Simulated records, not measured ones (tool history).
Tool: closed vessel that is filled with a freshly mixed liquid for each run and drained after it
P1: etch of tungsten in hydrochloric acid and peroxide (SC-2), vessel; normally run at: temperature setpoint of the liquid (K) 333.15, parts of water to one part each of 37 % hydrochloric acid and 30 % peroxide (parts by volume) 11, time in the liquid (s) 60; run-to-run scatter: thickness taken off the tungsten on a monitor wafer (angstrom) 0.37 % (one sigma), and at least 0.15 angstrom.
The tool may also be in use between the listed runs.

| run | day | temperature setpoint of the liquid (K) | parts of water to one part each of 37 % hydrochloric acid and 30 % peroxide (parts by volume) | time in the liquid (s) | hours since the thermometer was replaced | hours since the chemicals flow meter was replaced | hours since the drum of peroxide was connected | thickness taken off the tungsten on a monitor wafer (angstrom) |
|---|---|---|---|---|---|---|---|---|
| 1 | 0.233 | 333.15 | 11 | 60 | 1031.3 | 355.5 | 563.2 | 346.890 |
| 2 | 0.471 | 333.15 | 11 | 60 | 1037.0 | 361.2 | 568.9 | 344.760 |
| 3 | 0.675 | 343.65 | 11 | 60 | 1041.9 | 366.1 | 573.8 | 653.720 |
| 4 | 0.896 | 324.15 | 11 | 30 | 1047.2 | 371.4 | 579.1 | 97.083 |
| 5 | 1.104 | 333.15 | 11 | 60 | 1052.2 | 376.4 | 584.1 | 344.440 |
| 6 | 1.288 | 333.15 | 7 | 110 | 1056.6 | 380.8 | 588.5 | 918.000 |
| 7 | 1.529 | 333.15 | 4 | 60 | 1062.4 | 386.6 | 594.3 | 750.460 |
| 8 | 1.783 | 333.15 | 11 | 60 | 1068.5 | 392.7 | 600.4 | 344.770 |
| 9 | 1.929 | 333.15 | 11 | 30 | 1072.0 | 396.2 | 603.9 | 173.400 |
| 10 | 2.171 | 324.15 | 11 | 60 | 1077.8 | 402.0 | 609.7 | 192.640 |
| 11 | 2.442 | 333.15 | 11 | 60 | 1084.3 | 408.5 | 616.2 | 344.430 |
| 12 | 2.700 | 333.15 | 15 | 60 | 1090.5 | 414.7 | 622.4 | 263.030 |
| 13 | 2.838 | 333.15 | 11 | 115 | 1093.8 | 418.0 | 625.7 | 664.460 |
| 14 | 3.083 | 333.15 | 11 | 60 | 1099.7 | 423.9 | 631.6 | 345.560 |
| 15 | 3.304 | 333.15 | 11 | 60 | 1105.0 | 429.2 | 636.9 | 333.550 |
| 16 | 3.517 | 333.15 | 11 | 60 | 1110.1 | 434.3 | 642.0 | 323.080 |
| 17 | 3.704 | 333.15 | 11 | 60 | 1114.6 | 438.8 | 646.5 | 320.050 |
| 18 | 3.904 | 333.15 | 11 | 60 | 1119.4 | 443.6 | 651.3 | 313.670 |
|  | 4.017 | new drum of peroxide connected |
| 19 | 4.054 | 333.15 | 11 | 60 | 1123.0 | 447.2 | 0.9 | 311.980 |
| 20 | 4.308 | 333.15 | 11 | 60 | 1129.1 | 453.3 | 7.0 | 313.120 |
| 21 | 4.533 | 333.15 | 11 | 60 | 1134.5 | 458.7 | 12.4 | 315.670 |

What P1 gives has crept away from where it was. These 2 causes fit the log equally well, each at the size given:
A: liquid colder than its thermometer reads (K) = 1.58
B: chemicals flow below the setpoint (%) = 11
The creep began at about day 3.083.
Why every other cause is out:
peroxide weaker than its label (%): serviced at day 4.017, which brought nothing back

4 check runs are offered, each on 2 wafers whose results are averaged, their results left as question marks. Which one tells the causes apart?
| check 1 | 4.758 | 333.15 | 11 | 90 |  |  |  | ? |
| check 2 | 4.758 | 333.15 | 4 | 30 |  |  |  | ? |
| check 3 | 4.758 | 327.15 | 11 | 85 |  |  |  | ? |
| check 4 | 4.758 | 333.15 | 15 | 110 |  |  |  | ? |

What each check would give under each cause:
| check | result | if A | if B |
|---|---|---|---|
| check 1 | thickness taken off the tungsten on a monitor wafer (angstrom) | 469.380 | 469.430 |
| check 2 | thickness taken off the tungsten on a monitor wafer (angstrom) | 339.000 | 346.010 |
| check 3 | thickness taken off the tungsten on a monitor wafer (angstrom) | 301.050 | 302.190 |
| check 4 | thickness taken off the tungsten on a monitor wafer (angstrom) | 438.700 | 436.990 |
How far apart the two closest causes lie, in the result that separates them most: check 1 0.01 %; check 2 2.05 %; check 3 0.38 %; check 4 0.39 %
Check 2 tells the causes apart: in the others they would give nearly the same result.

Check 2 was then run and gave: thickness taken off the tungsten on a monitor wafer (angstrom) 339.020. Which cause is it?

It is A: liquid colder than its thermometer reads (K).
